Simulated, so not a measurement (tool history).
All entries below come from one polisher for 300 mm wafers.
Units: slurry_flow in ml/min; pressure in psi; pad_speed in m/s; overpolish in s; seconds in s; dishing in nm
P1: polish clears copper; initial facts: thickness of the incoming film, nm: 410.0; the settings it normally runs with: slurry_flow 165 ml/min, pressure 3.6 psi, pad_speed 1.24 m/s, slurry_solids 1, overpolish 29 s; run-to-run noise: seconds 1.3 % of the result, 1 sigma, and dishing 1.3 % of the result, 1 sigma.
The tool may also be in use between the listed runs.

run,day,slurry_flow,pressure,pad_speed,slurry_solids,overpolish,seconds,dishing
1,0.179,165,3.6,1.24,1,29,89.628,75.224
2,0.429,165,3.6,1.24,1,51,93.524,106.38
# day 0.625: head pressure recalibrated
3,0.742,165,3.6,1.24,0.65,29,100.21,71.918
4,1.054,165,3.6,1.84,1,29,61.09,97.501
5,1.212,165,3.6,1.24,1.5,29,85.48,80.074
6,1.475,165,3.6,1.24,1,29,90.005,77.434
7,1.754,165,3.6,1.6,0.8,29,73.097,86.312
8,1.992,165,5,1.24,1,29,66.296,95.292
9,2.288,165,3.6,1.24,1,9,92.12,30.319
10,2.546,100,3.6,1.24,1,29,99.335,71.31
11,2.867,165,3.6,1.24,1,29,91.312,76.159
12,3.033,165,3.6,1.24,1.45,16,83.483,52.284
13,3.204,250,3.6,1.24,1,29,84.61,79.651
14,3.525,165,3.6,1.24,1,29,91.477,75.156
15,3.738,165,2.2,1.24,1,29,146.32,50.494
16,4.017,165,3.6,0.56,1,29,197.85,41.508
17,4.188,165,3.6,1.24,1,29,91.559,76.646
18,4.454,165,3.6,1.24,1,29,91.163,76.197
19,4.604,165,3.6,1.24,1,29,92.369,75.209
20,4.892,165,3.6,1.24,1,29,94.957,71.981
# day 5.025: slurry blender recalibrated
21,5.125,165,3.6,1.24,1,29,98.948,71.597
22,5.288,165,3.6,1.24,1,29,98.197,72.62
# day 5.429: head pressure recalibrated
23,5.604,165,3.6,1.24,1,29,99.677,69.768
24,5.904,165,3.6,1.24,1,29,97.572,70.709

The log shows P1 creeping away from where it was. Any of the 2 causes listed here, at the size stated for it, fits the log just as well as the others:
A: slurry flow missing at the pad, % = 39.4
B: removal rate lost through wear of the pad, % = 9.58
The onset of the drift is placed at about day 4.454.
Excluded causes, each with its reason:
head's pressure below its setpoint, %: serviced after onset, at day 5.429, with no recovery of the prior output
abrasive missing from the slurry, %: serviced after onset, at day 5.025, with no recovery of the prior output

Which of the 4 check runs listed below, each an average over 5 wafers with its results shown as question marks, gives clearly different results under the different listed causes?
check 1,6.204,165,3.6,1.58,0.8,29,?,?
check 2,6.204,110,3.6,1.24,1,43,?,?
check 3,6.204,165,3.6,1.24,1.35,29,?,?
check 4,6.204,165,3.6,1.68,1,29,?,?

What each check would give under each cause:
check,result,if A,if B
check 1,seconds,82.503,82.505
check 1,dishing,80.941,80.94
check 2,seconds,113.19,108.4
check 2,dishing,85.013,87.294
check 3,seconds,93.928,93.93
check 3,dishing,74.275,74.274
check 4,seconds,74.016,74.018
check 4,dishing,86.641,86.64
Per-check spread between the two closest causes, in the result where they differ most: check 1 0 %; check 2 4.32 %; check 3 0 %; check 4 0 %
The causes can be told apart only by check 2. The other checks would give nearly the same results under each of them.

Check 2 was then run and gave: seconds 112.73 s; dishing 85.083 nm. Which cause is it?

The correct cause is A, namely: slurry flow missing at the pad, %.
